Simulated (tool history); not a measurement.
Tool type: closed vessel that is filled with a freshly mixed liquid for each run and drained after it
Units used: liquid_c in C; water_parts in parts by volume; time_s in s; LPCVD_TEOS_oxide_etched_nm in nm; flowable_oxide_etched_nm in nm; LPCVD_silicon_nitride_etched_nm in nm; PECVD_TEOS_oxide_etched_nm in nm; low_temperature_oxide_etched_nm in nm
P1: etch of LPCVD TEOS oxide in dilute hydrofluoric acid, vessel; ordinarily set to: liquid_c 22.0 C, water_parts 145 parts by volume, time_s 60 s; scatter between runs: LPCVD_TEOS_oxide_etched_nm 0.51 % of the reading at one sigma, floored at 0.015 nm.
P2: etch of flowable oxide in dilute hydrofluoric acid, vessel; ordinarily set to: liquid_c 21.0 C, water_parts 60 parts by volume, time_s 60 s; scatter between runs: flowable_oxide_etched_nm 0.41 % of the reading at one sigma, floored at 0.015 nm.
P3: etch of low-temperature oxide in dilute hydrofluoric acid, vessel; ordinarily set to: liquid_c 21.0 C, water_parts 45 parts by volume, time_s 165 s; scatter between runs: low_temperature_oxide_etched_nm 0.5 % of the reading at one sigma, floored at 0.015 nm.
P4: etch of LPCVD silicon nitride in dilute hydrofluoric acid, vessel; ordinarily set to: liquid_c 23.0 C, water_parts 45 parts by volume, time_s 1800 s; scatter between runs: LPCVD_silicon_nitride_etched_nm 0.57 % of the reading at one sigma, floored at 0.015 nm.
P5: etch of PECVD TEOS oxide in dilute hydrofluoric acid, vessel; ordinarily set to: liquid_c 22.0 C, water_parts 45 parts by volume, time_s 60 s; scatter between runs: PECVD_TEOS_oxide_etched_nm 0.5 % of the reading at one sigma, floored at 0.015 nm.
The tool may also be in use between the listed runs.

run   hour  process  liquid_c  water_parts  time_s  hours since the thermometer was replaced  hours since the hydrofluoric acid flow meter was replaced  LPCVD_TEOS_oxide_etched_nm  flowable_oxide_etched_nm  LPCVD_silicon_nitride_etched_nm  PECVD_TEOS_oxide_etched_nm  low_temperature_oxide_etched_nm
  1   12.8       P1      22.0          145      60                                     501.0                                                      388.7                      8.3031
  2   19.8       P2      28.5           60      60                                     508.0                                                      395.7                                                59.511
  3   26.8       P1      22.0          230      60                                     515.0                                                      402.7                      4.7659
  4   40.5       P4      23.0           45    1800                                     528.7                                                      416.4                                                                                 20.627
  5   47.4       P1      22.0          145      60                                     535.6                                                      423.3                      8.3949
  6   58.5       P2      21.0           60      30                                     546.7                                                      434.4                                                22.043
  7   72.3       P1      22.0           30      60                                     560.5                                                      448.2                     45.6060
  8   79.3       P1      22.0          145      30                                     567.5                                                      455.2                      4.1467
  9   89.3       P1      22.0          145      60                                     577.5                                                      465.2                      8.3373
 10   99.9       P1      26.0          145      60                                     588.1                                                      475.8                      9.6474
 11  108.5       P5      22.0           45      30                                     596.7                                                      484.4                                                                                                             13.962
 12  121.1       P5      30.0           45      60                                     609.3                                                      497.0                                                                                                             39.159
 13  135.1       P4      23.0           45    3565                                     623.3                                                      511.0                                                                                 40.643
 14  145.3       P1      22.0          145      60                                     633.5                                                      521.2                      8.2923
 15  153.8       P3      21.0           45     165                                     642.0                                                      529.7                                                                                                                                              58.682
 16  162.7       P3      21.0           45     165                                     650.9                                                      538.6                                                                                                                                              58.700
 17  177.6       P2      21.0           60      60                                     665.8                                                      553.5                                                43.731
 18  184.7       P1      17.0          145      60                                     672.9                                                      560.6                      6.7790
 19  194.5       P3      17.0           45     165                                     682.7                                                      570.4                                                                                                                                              49.238
 20  209.2       P5      22.0           20      60                                     697.4                                                      585.1                                                                                                             65.509
 21  220.4       P4      28.5           45    1800                                     708.6                                                      596.3                                                                                 29.913
 22  233.3       P5      22.0           45      60                                     721.5                                                      609.2                                                                                                             27.977
 23  247.5       P2      21.0           35      60                                     735.7                                                      623.4                                                77.375
 24  261.8       P1      22.0          145     115                                     750.0                                                      637.7                     15.8930
 25  270.9       P1      27.5          145     110                                     759.1                                                      646.8                     18.8050
 26  282.1       P4      23.0           65    1800                                     770.3                                                      658.0                                                                                 14.506
 27  290.9       P1      22.0          255      30                                     779.1                                                      666.8                      2.1149
 28  299.1       P1      22.0          145      60                                     787.3                                                      675.0                      8.3473
 29  313.4       P4      23.0           45    1800                                     801.6                                                      689.3                                                                                 20.781
 30  327.4       P2      21.0           60      60                                     815.6                                                      703.3                                                43.825
 31  335.8       P3      21.0           45     270                                     824.0                                                      711.7                                                                                                                                              96.069
 32  350.7       P3      21.0           20     165                                     838.9                                                      726.6                                                                                                                                             136.570
 33  358.3       P1      22.0          145      60                                     846.5                                                      734.2                      8.2315
 34  366.5       P1      17.0          145     105                                     854.7                                                      742.4                     11.7920
 35  377.8       P1      22.0          145      60                                     866.0                                                      753.7                      8.3489
 36  389.9       P1      22.0          145      60                                     878.1                                                      765.8                      8.1312
 37  400.9       P1      22.0          145      60                                     889.1                                                      776.8                      7.9913
 38  414.8       P1      22.0          145      60                                     903.0                                                      790.7                      7.8992
 39  425.9       P1      22.0          145      60                                     914.1                                                      801.8                      7.8453
 40  434.8       P1      22.0          145      60                                     923.0                                                      810.7                      7.7493
 41  447.7       P1      22.0          145      60                                     935.9                                                      823.6                      7.8142
 42  454.7       P1      22.0          145      60                                     942.9                                                      830.6                      7.8206
 43  466.6       P1      22.0          145      60                                     954.8                                                      842.5                      7.8454

What P1 gives has crept away from where it was. These 2 causes fit the log equally well, each at the size given:
A: liquid colder than its thermometer reads (K) = 1.57
B: hydrofluoric acid flow below the setpoint (%) = 5.17
Creep in the process output first set in at about hour 377.8.

Consider the 4 single-wafer check runs listed below, results given as question marks: which one distinguishes between the causes by giving clearly different results for each?
check 1  478.5       P4      23.0           45    1800                                                                                                                                                                                           ?
check 2  478.5       P2      21.0           60      60                                                                                                                                                          ?
check 3  478.5       P3      21.0           45     165                                                                                                                                                                                                                                                        ?
check 4  478.5       P5      22.0           45      60                                                                                                                                                                                                                       ?

How each check would come out, cause by cause:
  check                           result    if A    if B
check 1  LPCVD_silicon_nitride_etched_nm  18.521  19.584
check 2         flowable_oxide_etched_nm  41.141  41.517
check 3  low_temperature_oxide_etched_nm  54.824  55.418
check 4       PECVD_TEOS_oxide_etched_nm  26.355  26.625
Distance between the nearest two causes, measured in the result of the check that separates them most: check 1 5.58 %; check 2 0.91 %; check 3 1.08 %; check 4 1.02 %
Check 1 is the one run that separates the causes; every other check would come out nearly the same whichever cause is at work.

After running check 1, the following was obtained: LPCVD_silicon_nitride_etched_nm 18.440 nm. Which cause does this point to?

It is A: liquid colder than its thermometer reads (K).

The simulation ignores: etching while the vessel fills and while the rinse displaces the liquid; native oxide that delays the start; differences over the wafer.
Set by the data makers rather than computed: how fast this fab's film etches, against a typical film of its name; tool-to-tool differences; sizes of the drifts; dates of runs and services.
